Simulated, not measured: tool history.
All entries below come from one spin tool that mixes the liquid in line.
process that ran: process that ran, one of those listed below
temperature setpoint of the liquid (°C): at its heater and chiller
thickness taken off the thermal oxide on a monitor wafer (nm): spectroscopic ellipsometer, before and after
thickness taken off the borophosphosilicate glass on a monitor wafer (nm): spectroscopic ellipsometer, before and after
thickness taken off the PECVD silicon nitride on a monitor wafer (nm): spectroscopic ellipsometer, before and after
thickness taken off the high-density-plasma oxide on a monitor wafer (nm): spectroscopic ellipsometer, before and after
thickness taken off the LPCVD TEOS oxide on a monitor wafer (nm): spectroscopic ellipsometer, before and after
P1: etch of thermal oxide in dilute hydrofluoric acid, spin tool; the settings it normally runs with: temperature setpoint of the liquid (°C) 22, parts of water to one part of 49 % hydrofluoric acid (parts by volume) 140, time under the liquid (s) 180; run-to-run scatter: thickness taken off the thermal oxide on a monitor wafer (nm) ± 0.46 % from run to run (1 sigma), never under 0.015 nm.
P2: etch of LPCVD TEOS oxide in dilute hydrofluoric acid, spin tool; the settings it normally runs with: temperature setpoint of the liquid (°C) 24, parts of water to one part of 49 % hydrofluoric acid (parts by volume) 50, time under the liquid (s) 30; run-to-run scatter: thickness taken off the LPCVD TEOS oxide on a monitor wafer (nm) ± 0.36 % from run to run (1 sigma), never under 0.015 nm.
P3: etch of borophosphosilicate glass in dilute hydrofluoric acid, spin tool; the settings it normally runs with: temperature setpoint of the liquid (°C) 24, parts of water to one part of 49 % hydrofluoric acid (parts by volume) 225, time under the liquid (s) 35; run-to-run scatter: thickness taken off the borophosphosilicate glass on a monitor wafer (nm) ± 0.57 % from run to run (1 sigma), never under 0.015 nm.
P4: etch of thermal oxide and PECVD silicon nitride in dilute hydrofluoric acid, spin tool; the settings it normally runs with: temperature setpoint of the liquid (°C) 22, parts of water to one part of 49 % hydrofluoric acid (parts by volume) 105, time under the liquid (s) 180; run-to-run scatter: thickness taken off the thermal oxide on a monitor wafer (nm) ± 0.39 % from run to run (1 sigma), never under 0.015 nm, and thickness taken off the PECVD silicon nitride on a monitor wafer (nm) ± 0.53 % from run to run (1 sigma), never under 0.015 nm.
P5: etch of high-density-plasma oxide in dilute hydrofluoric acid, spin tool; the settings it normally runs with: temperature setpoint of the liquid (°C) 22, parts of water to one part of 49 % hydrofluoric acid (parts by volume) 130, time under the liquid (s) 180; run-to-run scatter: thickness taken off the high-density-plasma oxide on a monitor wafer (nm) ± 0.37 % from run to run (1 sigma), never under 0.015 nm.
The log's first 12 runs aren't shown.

run   hour  process that ran  temperature setpoint of the liquid (°C)  parts of water to one part of 49 % hydrofluoric acid (parts by volume)  time under the liquid (s)  thickness taken off the thermal oxide on a monitor wafer (nm)  thickness taken off the borophosphosilicate glass on a monitor wafer (nm)  thickness taken off the PECVD silicon nitride on a monitor wafer (nm)  thickness taken off the high-density-plasma oxide on a monitor wafer (nm)  thickness taken off the LPCVD TEOS oxide on a monitor wafer (nm)
 13   54.8                P1                                       22                                                                     240                        180                                                         2.8222
 14   60.7                P2                                       24                                                                      90                         30                                                                                                                                                                                                                                                                                                                                                        18.948
 15   67.7                P2                                       17                                                                      50                         30                                                                                                                                                                                                                                                                                                                                                        26.603
 16   74.6                P2                                       24                                                                      50                         15                                                                                                                                                                                                                                                                                                                                                        18.075
 17   81.1                P1                                       18                                                                     140                        180                                                         4.5683
 18   87.9                P3                                       24                                                                     225                         35                                                                                                                                    5.2414
 19   93.5                P4                                       22                                                                     150                        180                                                         5.1014                                                                                                                                            3.9901
 20  100.1                P3                                       18                                                                     225                         35                                                                                                                                    4.1785
 21  103.8                P4                                       22                                                                     105                         15                                                        0.65267                                                                                                                                           0.45532
 22  108.3                P3                                       24                                                                     225                         50                                                                                                                                    7.4484
 23  113.2                P4                                       30                                                                     105                        180                                                         10.421                                                                                                                                             9.409
 24  119.5                P1                                       22                                                                     140                        350                                                         10.357
 25    123                P1                                     29.5                                                                     140                        180                                                           7.09
 26  127.3                P1                                       22                                                                     140                         15                                                        0.41221
 27  130.7                P1                                       22                                                                      45                        180                                                         18.645
 28  135.4                P5                                       22                                                                     130                        180                                                                                                                                                                                                                                                                                      9.1148
 29    140                P5                                     17.5                                                                     130                        180                                                                                                                                                                                                                                                                                      7.6007
 30  144.2                P1                                       22                                                                     140                        180                                                         5.3881
 31  150.1                P1                                       22                                                                     140                        180                                                         5.1511
 32  156.8                P1                                       22                                                                     140                        180                                                         4.9792
 33    160                P1                                       22                                                                     140                        180                                                         5.0012

What does the tool deliver on the next run?
 34   166                P1                                       22                                                                     140                        180                                                              ?

thickness taken off the thermal oxide on a monitor wafer (nm): 4.9357
